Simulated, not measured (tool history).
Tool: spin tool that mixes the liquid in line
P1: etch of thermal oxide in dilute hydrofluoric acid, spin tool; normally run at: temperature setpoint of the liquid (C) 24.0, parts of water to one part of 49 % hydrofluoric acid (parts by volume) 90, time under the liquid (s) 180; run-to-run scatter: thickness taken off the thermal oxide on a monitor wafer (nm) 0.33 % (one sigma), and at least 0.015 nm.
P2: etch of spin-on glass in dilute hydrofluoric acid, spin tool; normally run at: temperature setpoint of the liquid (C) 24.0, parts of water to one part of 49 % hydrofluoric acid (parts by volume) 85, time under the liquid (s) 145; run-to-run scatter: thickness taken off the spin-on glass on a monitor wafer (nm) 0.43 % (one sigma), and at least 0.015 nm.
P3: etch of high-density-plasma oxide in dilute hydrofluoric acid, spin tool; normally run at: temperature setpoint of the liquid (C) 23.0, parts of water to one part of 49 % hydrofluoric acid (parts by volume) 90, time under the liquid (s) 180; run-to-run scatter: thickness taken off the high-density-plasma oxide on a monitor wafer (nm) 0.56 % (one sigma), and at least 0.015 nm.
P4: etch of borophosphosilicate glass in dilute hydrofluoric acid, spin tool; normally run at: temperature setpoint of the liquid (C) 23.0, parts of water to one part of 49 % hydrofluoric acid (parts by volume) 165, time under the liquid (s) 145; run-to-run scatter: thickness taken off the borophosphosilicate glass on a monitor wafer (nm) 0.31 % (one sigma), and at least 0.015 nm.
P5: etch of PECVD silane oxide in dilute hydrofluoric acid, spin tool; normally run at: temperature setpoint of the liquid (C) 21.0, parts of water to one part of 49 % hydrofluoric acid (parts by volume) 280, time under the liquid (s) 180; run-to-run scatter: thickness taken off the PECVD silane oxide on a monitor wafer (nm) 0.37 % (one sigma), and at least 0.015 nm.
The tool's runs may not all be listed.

| run | hour | process that ran | temperature setpoint of the liquid (C) | parts of water to one part of 49 % hydrofluoric acid (parts by volume) | time under the liquid (s) | thickness taken off the thermal oxide on a monitor wafer (nm) | thickness taken off the high-density-plasma oxide on a monitor wafer (nm) | thickness taken off the spin-on glass on a monitor wafer (nm) | thickness taken off the PECVD silane oxide on a monitor wafer (nm) | thickness taken off the borophosphosilicate glass on a monitor wafer (nm) |
|---|---|---|---|---|---|---|---|---|---|---|
| 1 | 7.5 | P1 | 24.0 | 90 | 180 | 9.8494 |  |  |  |  |
| 2 | 13.7 | P3 | 27.5 | 90 | 180 |  | 15.943 |  |  |  |
| 3 | 24.4 | P3 | 23.0 | 30 | 180 |  | 43.277 |  |  |  |
|  | 32.1 | hydrofluoric acid flow meter replaced |
| 4 | 35.9 | P1 | 24.0 | 50 | 260 | 27.1660 |  |  |  |  |
| 5 | 41.5 | P1 | 24.0 | 90 | 350 | 19.2510 |  |  |  |  |
| 6 | 49.0 | P1 | 17.0 | 90 | 180 | 7.4643 |  |  |  |  |
| 7 | 56.0 | P1 | 24.0 | 90 | 180 | 9.9735 |  |  |  |  |
| 8 | 67.8 | P1 | 24.0 | 90 | 180 | 9.9266 |  |  |  |  |
| 9 | 74.0 | P2 | 24.0 | 40 | 145 |  |  | 119.800 |  |  |
| 10 | 80.8 | P1 | 24.0 | 90 | 50 | 2.7701 |  |  |  |  |
| 11 | 91.7 | P5 | 21.0 | 280 | 180 |  |  |  | 9.8251 |  |
| 12 | 97.0 | P1 | 24.0 | 90 | 180 | 9.8821 |  |  |  |  |
| 13 | 102.9 | P1 | 31.5 | 90 | 180 | 13.3100 |  |  |  |  |
| 14 | 111.8 | P3 | 23.0 | 90 | 180 |  | 13.311 |  |  |  |
| 15 | 117.8 | P5 | 17.0 | 280 | 180 |  |  |  | 8.4012 |  |
| 16 | 125.4 | P1 | 24.0 | 25 | 180 | 38.8600 |  |  |  |  |
| 17 | 136.6 | P2 | 24.0 | 85 | 245 |  |  | 89.779 |  |  |
| 18 | 144.3 | P1 | 24.0 | 125 | 180 | 6.8404 |  |  |  |  |
| 19 | 151.3 | P3 | 23.0 | 90 | 290 |  | 21.542 |  |  |  |
| 20 | 157.9 | P5 | 21.0 | 280 | 180 |  |  |  | 9.8069 |  |
| 21 | 165.9 | P4 | 23.0 | 165 | 280 |  |  |  |  | 62.307 |
| 22 | 173.8 | P3 | 23.0 | 90 | 180 |  | 13.344 |  |  |  |
| 23 | 185.1 | P2 | 24.0 | 85 | 145 |  |  | 53.585 |  |  |
| 24 | 192.1 | P1 | 24.0 | 90 | 180 | 9.9161 |  |  |  |  |
| 25 | 201.7 | P2 | 32.0 | 85 | 145 |  |  | 72.571 |  |  |
| 26 | 207.6 | P4 | 23.0 | 165 | 145 |  |  |  |  | 32.475 |
| 27 | 214.9 | P5 | 21.0 | 440 | 180 |  |  |  | 5.4351 |  |
| 28 | 224.7 | P5 | 21.0 | 280 | 300 |  |  |  | 16.2520 |  |
| 29 | 235.7 | P1 | 24.0 | 90 | 180 | 9.9328 |  |  |  |  |
| 30 | 244.0 | P1 | 24.0 | 90 | 180 | 9.9137 |  |  |  |  |
| 31 | 253.1 | P2 | 24.0 | 85 | 145 |  |  | 52.941 |  |  |
| 32 | 260.6 | P4 | 23.0 | 65 | 145 |  |  |  |  | 93.194 |
| 33 | 266.7 | P4 | 17.0 | 165 | 145 |  |  |  |  | 25.689 |
| 34 | 275.9 | P1 | 24.0 | 90 | 180 | 9.9749 |  |  |  |  |
| 35 | 286.0 | P1 | 24.0 | 90 | 180 | 9.5375 |  |  |  |  |
| 36 | 294.2 | P1 | 24.0 | 90 | 180 | 9.3370 |  |  |  |  |

The next listed run, before its measurement:
| 37 | 303.7 | P1 | 24.0 | 90 | 180 | ? |  |  |  |  |

thickness taken off the thermal oxide on a monitor wafer (nm): 9.2522
